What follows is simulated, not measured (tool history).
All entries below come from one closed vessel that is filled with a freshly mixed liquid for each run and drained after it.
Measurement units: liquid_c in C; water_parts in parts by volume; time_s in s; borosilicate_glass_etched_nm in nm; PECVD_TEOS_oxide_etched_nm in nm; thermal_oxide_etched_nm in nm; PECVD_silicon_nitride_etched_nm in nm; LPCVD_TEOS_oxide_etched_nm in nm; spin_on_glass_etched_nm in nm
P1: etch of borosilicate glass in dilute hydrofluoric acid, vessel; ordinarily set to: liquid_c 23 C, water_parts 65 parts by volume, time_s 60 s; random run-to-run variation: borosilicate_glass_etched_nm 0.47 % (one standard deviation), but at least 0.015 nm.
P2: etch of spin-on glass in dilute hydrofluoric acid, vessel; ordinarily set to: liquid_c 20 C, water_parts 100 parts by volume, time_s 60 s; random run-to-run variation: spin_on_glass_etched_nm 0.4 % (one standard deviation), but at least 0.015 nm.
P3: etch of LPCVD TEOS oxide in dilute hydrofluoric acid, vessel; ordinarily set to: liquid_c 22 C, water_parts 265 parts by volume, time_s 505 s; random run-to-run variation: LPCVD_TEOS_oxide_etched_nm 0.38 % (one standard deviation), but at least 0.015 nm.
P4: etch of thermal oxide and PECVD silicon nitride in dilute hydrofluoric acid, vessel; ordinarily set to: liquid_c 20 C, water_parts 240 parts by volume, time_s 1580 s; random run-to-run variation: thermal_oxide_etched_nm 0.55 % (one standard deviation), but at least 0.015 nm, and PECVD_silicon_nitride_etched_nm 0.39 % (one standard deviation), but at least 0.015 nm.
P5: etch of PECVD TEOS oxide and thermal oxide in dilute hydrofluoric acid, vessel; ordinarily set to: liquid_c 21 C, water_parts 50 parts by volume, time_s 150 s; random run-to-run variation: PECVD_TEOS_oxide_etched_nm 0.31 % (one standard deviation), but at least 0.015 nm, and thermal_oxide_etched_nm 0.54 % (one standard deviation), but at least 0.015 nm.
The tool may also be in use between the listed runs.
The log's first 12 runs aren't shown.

run,hour,process,liquid_c,water_parts,time_s,hours since the thermometer was replaced,hours since the hydrofluoric acid flow meter was replaced,borosilicate_glass_etched_nm,PECVD_TEOS_oxide_etched_nm,thermal_oxide_etched_nm,PECVD_silicon_nitride_etched_nm,LPCVD_TEOS_oxide_etched_nm,spin_on_glass_etched_nm
13,37.6,P4,17,240,1580,466.2,7.2,,,20.713,15.184,,
14,41.5,P1,23,65,95,470.1,11.1,48.254,,,,,
15,44.3,P2,20,100,30,472.9,13.9,,,,,,7.0501
16,46.8,P1,23,65,60,475.4,16.4,30.503,,,,,
17,49.4,P3,22,265,505,478,19,,,,,43.648,
18,52.9,P5,21,50,150,481.5,22.5,,34.292,14,,,
19,56,P5,26.5,50,150,484.6,25.6,,43.019,17.343,,,
20,58.7,P1,23,65,30,487.3,28.3,15.322,,,,,
21,62.5,P3,22,60,505,491.1,32.1,,,,,240.75,
22,65.6,P5,21,50,70,494.2,35.2,,16.085,6.5034,,,
23,68,P3,30,265,505,496.6,37.6,,,,,57.244,
24,72.2,P1,23,90,30,500.8,41.8,10.578,,,,,
25,76.7,P2,20,100,60,505.3,46.3,,,,,,14.076
26,79,P3,22,265,275,507.6,48.6,,,,,23.831,
27,82,P1,19.5,65,60,510.6,51.6,26.102,,,,,
28,86.5,P2,17,100,60,515.1,56.1,,,,,,12.445

For run 29, what comes out?
29,89.6,P4,20,240,1580,518.2,59.2,,,?,?,,

For run 29 the tool returned thermal_oxide_etched_nm 22.931 nm, PECVD_silicon_nitride_etched_nm 18.548 nm.
